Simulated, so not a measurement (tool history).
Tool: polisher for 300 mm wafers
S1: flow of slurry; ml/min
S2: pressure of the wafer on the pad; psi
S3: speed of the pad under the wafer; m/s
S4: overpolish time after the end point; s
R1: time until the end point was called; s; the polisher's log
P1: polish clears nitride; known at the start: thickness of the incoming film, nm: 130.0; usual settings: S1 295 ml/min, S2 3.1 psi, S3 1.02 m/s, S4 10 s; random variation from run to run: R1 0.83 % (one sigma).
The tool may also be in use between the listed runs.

run     day   S1   S2    S3  S4       R1
  1   0.396  295  3.1  1.02  10  143.120
  2   0.704  295  4.8  1.02  10   93.154
  3   1.171  295  1.5  1.02  10  296.260
  4   1.642  295  3.1  1.02  10  146.410
  5   2.117  295  3.1  1.02  10  145.320
  6   2.538  295  3.1  1.02  16  144.300
  7   3.054  295  3.1  1.02  10  145.120
  8   3.496  455  3.1  1.02  10  140.790
  9   3.792  295  4.8  1.02   4   93.087
 10   4.058  435  3.1  1.02  19  139.360
 11   4.454  295  3.1  1.02  10  143.550
 12   4.988  295  3.1  1.02  10  145.120
 13   5.575  295  3.1  1.02   3  144.410
 14   5.967  295  3.1  0.46  10  321.720
 15   6.358  295  3.1  1.02  10  143.970
 16   6.888  175  3.1  1.02  10  153.760
 17   7.408  295  3.1  1.28  10  115.010
 18   7.717  295  3.1  1.02  10  145.440
 19   8.062  295  3.1  1.02  10  147.090
 20   8.467  295  3.1  1.02  10  148.730
 21   8.938  295  3.1  1.02  10  147.620
 22   9.238  295  3.1  1.02  10  147.170
 23   9.512  295  3.1  1.02  10  148.250
 24  10.096  295  3.1  1.02  10  152.450
 25  10.375  295  3.1  1.02  10  149.840
     10.429  -- head pressure recalibrated
 26  10.962  295  3.1  1.02  10  151.080
 27  11.450  295  3.1  1.02  10  150.500

What P1 gives has crept away from where it was. These 2 causes fit the log equally well, each at the size given:
A: slurry flow missing at the pad, % = 32.5
B: removal rate lost through wear of the pad, % = 4.29
The creep began at about day 7.717.
Why every other cause is out:
head's pressure below its setpoint, %: serviced at day 10.429, which brought nothing back

4 check runs are offered, each on 5 wafers whose results are averaged, their results left as question marks. Which one tells the causes apart?
check 1  11.938  295  1.7  0.76  10   ?
check 2  11.938  295  2.1  0.58  10   ?
check 3  11.938  175  1.9  1.02  10   ?
check 4  11.938  295  3.1  0.54   4   ?

What each check would give under each cause:
  check  result     if A     if B
check 1      R1  369.620  369.640
check 2      R1  392.080  392.100
check 3      R1  269.540  262.220
check 4      R1  285.280  285.290
How far apart the two closest causes lie, in the result that separates them most: check 1 0.01 %; check 2 0.01 %; check 3 2.75 %; check 4 0.01 %
Check 3 tells the causes apart: in the others they would give nearly the same result.

Check 3 was then run and gave: R1 270.080 s. Which cause is it?

It is A: slurry flow missing at the pad, %.

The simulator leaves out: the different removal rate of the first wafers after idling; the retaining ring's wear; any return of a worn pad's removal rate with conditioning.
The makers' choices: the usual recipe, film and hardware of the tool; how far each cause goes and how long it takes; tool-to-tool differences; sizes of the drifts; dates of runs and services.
